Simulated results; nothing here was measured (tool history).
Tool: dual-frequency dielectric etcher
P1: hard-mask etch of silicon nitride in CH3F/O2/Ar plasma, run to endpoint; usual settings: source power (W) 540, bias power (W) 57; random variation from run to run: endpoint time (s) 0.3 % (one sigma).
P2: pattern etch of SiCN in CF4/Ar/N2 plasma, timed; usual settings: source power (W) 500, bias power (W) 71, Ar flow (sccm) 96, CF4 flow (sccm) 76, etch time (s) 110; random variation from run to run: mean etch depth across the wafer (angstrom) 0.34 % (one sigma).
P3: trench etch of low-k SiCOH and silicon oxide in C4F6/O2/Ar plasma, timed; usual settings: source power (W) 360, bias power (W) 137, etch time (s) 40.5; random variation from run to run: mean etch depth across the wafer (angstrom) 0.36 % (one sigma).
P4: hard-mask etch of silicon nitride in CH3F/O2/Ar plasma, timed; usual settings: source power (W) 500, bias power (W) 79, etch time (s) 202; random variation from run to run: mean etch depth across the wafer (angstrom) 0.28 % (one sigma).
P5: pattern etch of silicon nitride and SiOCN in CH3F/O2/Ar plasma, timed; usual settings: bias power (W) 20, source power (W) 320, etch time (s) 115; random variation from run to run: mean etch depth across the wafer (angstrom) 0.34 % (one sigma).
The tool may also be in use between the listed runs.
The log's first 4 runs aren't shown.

run    day  process that ran  source power (W)  bias power (W)  Ar flow (sccm)  CF4 flow (sccm)  etch time (s)  hours since the last wet clean  hours since the last source power generator calibration  hours since the last bias power generator calibration  endpoint time (s)  mean etch depth across the wafer (angstrom)
  5  1.333                P1               380              57                                                                           307.4                                                    392.1                                                  505.4             72.572
  6  1.592                P2               500              71              96              105            110                           313.6                                                    398.3                                                  511.6                                                          1113.9
  7  1.833                P1               540              57                                                                           319.4                                                    404.1                                                  517.4             63.164
  8  2.138                P1               540              42                                                                           326.7                                                    411.4                                                  524.7             69.822
  9  2.371                P5               320              20                                             115                           332.3                                                      417                                                  530.3                                                          136.27
 10  2.592                P1               540              57                                                                           337.6                                                    422.3                                                  535.6             63.672
 11  2.762                P1               540              57                                                                           341.7                                                    426.4                                                  539.7             63.397
 12  3.067                P3               360             170                                            40.5                             349                                                    433.7                                                    547                                                          1177.4
 13  3.392                P4               500              79                                             202                           356.8                                                    441.5                                                  554.8                                                          1540.1
 14  3.638                P2               500              71              61               76            110                           362.7                                                    447.4                                                  560.7                                                          1130.5
 15  4.012                P3               260             137                                            40.5                           371.7                                                    456.4                                                  569.7                                                          973.46
 16   4.35                P5               320              13                                             115                           379.8                                                    464.5                                                  577.8                                                           113.4
 17  4.538                P5               320              20                                           170.5                           384.3                                                      469                                                  582.3                                                          201.41
     4.562  -- bias power generator calibrated
 18  4.925                P1               730              57                                                                           393.6                                                    478.3                                                    8.8             56.205
 19  5.092                P4               500              64                                             202                           397.6                                                    482.3                                                   12.8                                                          1451.7
 20  5.417                P4               500              79                                             134                           405.4                                                    490.1                                                   20.6                                                          1022.5
 21  5.625                P2               410              71              96               76            110                           410.4                                                    495.1                                                   25.6                                                          889.13

Forecast run 22:
 22  5.842                P3               360             137                                            40.5                           415.6                                                    500.3                                                   30.8                                                               ?

{"run 22": {"mean etch depth across the wafer (angstrom)": 1104.6}}
